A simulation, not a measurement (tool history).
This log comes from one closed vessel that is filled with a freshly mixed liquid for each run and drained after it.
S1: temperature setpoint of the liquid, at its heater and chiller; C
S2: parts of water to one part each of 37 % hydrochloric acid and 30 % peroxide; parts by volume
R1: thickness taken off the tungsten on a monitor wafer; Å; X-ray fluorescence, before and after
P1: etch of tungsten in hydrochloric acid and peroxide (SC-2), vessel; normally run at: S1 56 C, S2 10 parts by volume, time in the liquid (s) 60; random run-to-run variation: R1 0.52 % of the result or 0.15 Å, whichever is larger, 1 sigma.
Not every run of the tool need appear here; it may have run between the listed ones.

Run 1, hour 8.1: S1 56 C, S2 10 parts by volume, time in the liquid (s) 60. Result: R1 151.74 Å.
Run 2, hour 12.8: S1 56 C, S2 4 parts by volume, time in the liquid (s) 60. Result: R1 303.58 Å.
Run 3, hour 19.9: S1 40 C, S2 10 parts by volume, time in the liquid (s) 30. Result: R1 25.388 Å.
Run 4, hour 26.6: S1 56 C, S2 10 parts by volume, time in the liquid (s) 60. Result: R1 151.84 Å.
Run 5, hour 35: S1 56 C, S2 10 parts by volume, time in the liquid (s) 120. Result: R1 304.1 Å.
Run 6, hour 40.3: S1 56 C, S2 10 parts by volume, time in the liquid (s) 60. Result: R1 150.21 Å.
Run 7, hour 46.6: S1 56 C, S2 10 parts by volume, time in the liquid (s) 30. Result: R1 76.143 Å.
Run 8, hour 51: S1 40.5 C, S2 10 parts by volume, time in the liquid (s) 60. Result: R1 53.083 Å.
At hour 54.2: chemicals flow meter replaced.
Run 9, hour 55.2: S1 56 C, S2 17 parts by volume, time in the liquid (s) 60. Result: R1 95.519 Å.
Run 10, hour 62.6: S1 71.5 C, S2 10 parts by volume, time in the liquid (s) 60. Result: R1 391.5 Å.
At hour 64.1: thermometer replaced.
Run 11, hour 68.9: S1 56 C, S2 15.5 parts by volume, time in the liquid (s) 30. Result: R1 52.129 Å.
Run 12, hour 72.7: S1 56 C, S2 10 parts by volume, time in the liquid (s) 60. Result: R1 150.91 Å.
Run 13, hour 80.5: S1 56 C, S2 10 parts by volume, time in the liquid (s) 60. Result: R1 151.86 Å.
Run 14, hour 86: S1 56 C, S2 10 parts by volume, time in the liquid (s) 60. Result: R1 146.24 Å.
Run 15, hour 92.2: S1 56 C, S2 10 parts by volume, time in the liquid (s) 60. Result: R1 141.02 Å.
Run 16, hour 96.6: S1 56 C, S2 10 parts by volume, time in the liquid (s) 60. Result: R1 141.01 Å.
Run 17, hour 100.7: S1 56 C, S2 10 parts by volume, time in the liquid (s) 60. Result: R1 140.52 Å.
Run 18, hour 108.4: S1 56 C, S2 10 parts by volume, time in the liquid (s) 60. Result: R1 140.39 Å.
At hour 114.2: new drum of peroxide connected.
Run 19, hour 116.7: S1 56 C, S2 10 parts by volume, time in the liquid (s) 60. Result: R1 137.54 Å.
Run 20, hour 123.2: S1 56 C, S2 10 parts by volume, time in the liquid (s) 60. Result: R1 138.62 Å.
Run 21, hour 131.3: S1 56 C, S2 10 parts by volume, time in the liquid (s) 60. Result: R1 137.02 Å.

Something has made what P1 gives creep away from where it was; the 2 causes below, each at its own stated size, fit the log equally well:
A: chemicals flow below the setpoint (%) = 10.5
B: liquid colder than its thermometer reads (K) = 1.45
At approximately hour 80.5, the process output began to creep.
Each remaining cause and why it is not a fit:
peroxide weaker than its label (%): work on it at hour 114.2, done after the drift set in, did not restore what the process gave before

You are offered 4 check runs, listed below with question marks in place of their results; each one averages 3 wafers. Which run separates the listed causes by giving clearly different results for each?
Run check 1, hour 139.4: S1 46.5 C, S2 10 parts by volume, time in the liquid (s) 105. Result: R1 ?.
Run check 2, hour 139.4: S1 43.5 C, S2 15 parts by volume, time in the liquid (s) 60. Result: R1 ?.
Run check 3, hour 139.4: S1 65 C, S2 10 parts by volume, time in the liquid (s) 110. Result: R1 ?.
Run check 4, hour 139.4: S1 49.5 C, S2 4 parts by volume, time in the liquid (s) 60. Result: R1 ?.

Expected result of each check under each candidate cause:
  check  result    if A    if B
check 1      R1  128.58  127.81
check 2      R1  41.973  41.862
check 3      R1  443.54  445.58
check 4      R1  183.21  179.19
Per check, the gap between the least separated pair of causes, taken in the result that splits them most: check 1 0.6 %; check 2 0.26 %; check 3 0.46 %; check 4 2.22 %
Check 4 tells the causes apart: in the others they would give nearly the same result.

Check 4 was then run and gave: R1 179.68 Å. Which cause is it?

B is the cause: liquid colder than its thermometer reads (K).

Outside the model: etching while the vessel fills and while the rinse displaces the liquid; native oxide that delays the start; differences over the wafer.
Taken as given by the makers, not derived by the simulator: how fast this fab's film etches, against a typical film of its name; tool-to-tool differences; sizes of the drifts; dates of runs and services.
